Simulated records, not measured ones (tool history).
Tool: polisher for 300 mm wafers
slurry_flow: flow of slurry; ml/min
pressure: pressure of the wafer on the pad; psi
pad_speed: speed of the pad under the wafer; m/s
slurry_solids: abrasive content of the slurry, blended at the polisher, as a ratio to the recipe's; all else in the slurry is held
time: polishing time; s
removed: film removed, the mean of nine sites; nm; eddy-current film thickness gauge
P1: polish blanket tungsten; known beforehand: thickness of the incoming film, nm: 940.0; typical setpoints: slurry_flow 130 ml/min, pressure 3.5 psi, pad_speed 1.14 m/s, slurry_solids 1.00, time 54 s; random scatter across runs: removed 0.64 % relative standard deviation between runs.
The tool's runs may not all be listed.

| run | day | slurry_flow | pressure | pad_speed | slurry_solids | time | wafers polished on this pad | hours since the slurry nozzle was cleaned | hours since the head pressure was calibrated | hours since the slurry blender was calibrated | hours since the slurry got fresh peroxide | removed |
|---|---|---|---|---|---|---|---|---|---|---|---|---|
| 1 | 0.396 | 130 | 3.5 | 1.14 | 1.00 | 54 | 864 | 78.0 | 198.0 | 56.5 | 89.7 | 287.260 |
| 2 | 0.646 | 130 | 3.5 | 1.14 | 0.55 | 54 | 905 | 84.0 | 204.0 | 62.5 | 95.7 | 251.190 |
| 3 | 0.925 | 130 | 3.5 | 1.14 | 1.50 | 54 | 950 | 90.7 | 210.7 | 69.2 | 102.4 | 313.470 |
| 4 | 1.354 | 190 | 3.5 | 1.14 | 1.00 | 54 | 1020 | 101.0 | 221.0 | 79.5 | 112.7 | 306.220 |
| 5 | 1.708 | 130 | 3.5 | 1.14 | 1.00 | 54 | 1078 | 109.5 | 229.5 | 88.0 | 121.2 | 285.260 |
| 6 | 2.012 | 130 | 3.5 | 1.14 | 1.00 | 54 | 1128 | 116.8 | 236.8 | 95.3 | 128.5 | 283.690 |
| 7 | 2.258 | 80 | 3.5 | 1.14 | 1.00 | 38 | 1168 | 122.7 | 242.7 | 101.2 | 134.4 | 179.320 |
| 8 | 2.654 | 130 | 1.8 | 1.14 | 1.00 | 54 | 1232 | 132.2 | 252.2 | 110.7 | 143.9 | 148.390 |
| 9 | 3.000 | 130 | 3.5 | 0.62 | 1.00 | 54 | 1289 | 140.5 | 260.5 | 119.0 | 152.2 | 155.620 |
| 10 | 3.438 | 130 | 3.5 | 1.14 | 1.00 | 26 | 1360 | 151.0 | 271.0 | 129.5 | 162.7 | 139.420 |
| 11 | 3.692 | 130 | 3.5 | 1.46 | 1.00 | 54 | 1401 | 157.1 | 277.1 | 135.6 | 168.8 | 369.480 |
| 12 | 4.050 | 130 | 3.5 | 1.14 | 1.00 | 54 | 1460 | 165.7 | 285.7 | 144.2 | 177.4 | 285.700 |
| 13 | 4.329 | 130 | 3.5 | 1.14 | 1.00 | 54 | 1505 | 172.4 | 292.4 | 150.9 | 184.1 | 288.730 |
| 14 | 4.533 | 130 | 3.5 | 1.14 | 1.00 | 54 | 1539 | 177.3 | 297.3 | 155.8 | 189.0 | 287.870 |
| 15 | 4.858 | 130 | 3.5 | 1.14 | 1.00 | 84 | 1592 | 185.1 | 305.1 | 163.6 | 196.8 | 442.180 |
| 16 | 5.096 | 80 | 3.5 | 1.14 | 1.00 | 54 | 1630 | 190.8 | 310.8 | 169.3 | 202.5 | 258.560 |
| 17 | 5.346 | 130 | 1.7 | 0.80 | 1.00 | 54 | 1671 | 196.8 | 316.8 | 175.3 | 208.5 | 98.353 |
| 18 | 5.783 | 130 | 3.5 | 1.14 | 1.00 | 54 | 1743 | 207.3 | 327.3 | 185.8 | 219.0 | 289.440 |
| 19 | 6.083 | 130 | 3.5 | 1.76 | 1.00 | 38 | 1791 | 214.5 | 334.5 | 193.0 | 226.2 | 312.320 |
| 20 | 6.529 | 130 | 4.9 | 1.14 | 1.00 | 54 | 1864 | 225.2 | 345.2 | 203.7 | 236.9 | 402.390 |

For run 21, what comes out?
| 21 | 6.796 | 130 | 3.5 | 1.14 | 1.00 | 54 | 1908 | 231.6 | 351.6 | 210.1 | 243.3 | ? |

Run 21 measured removed 288.840 nm.
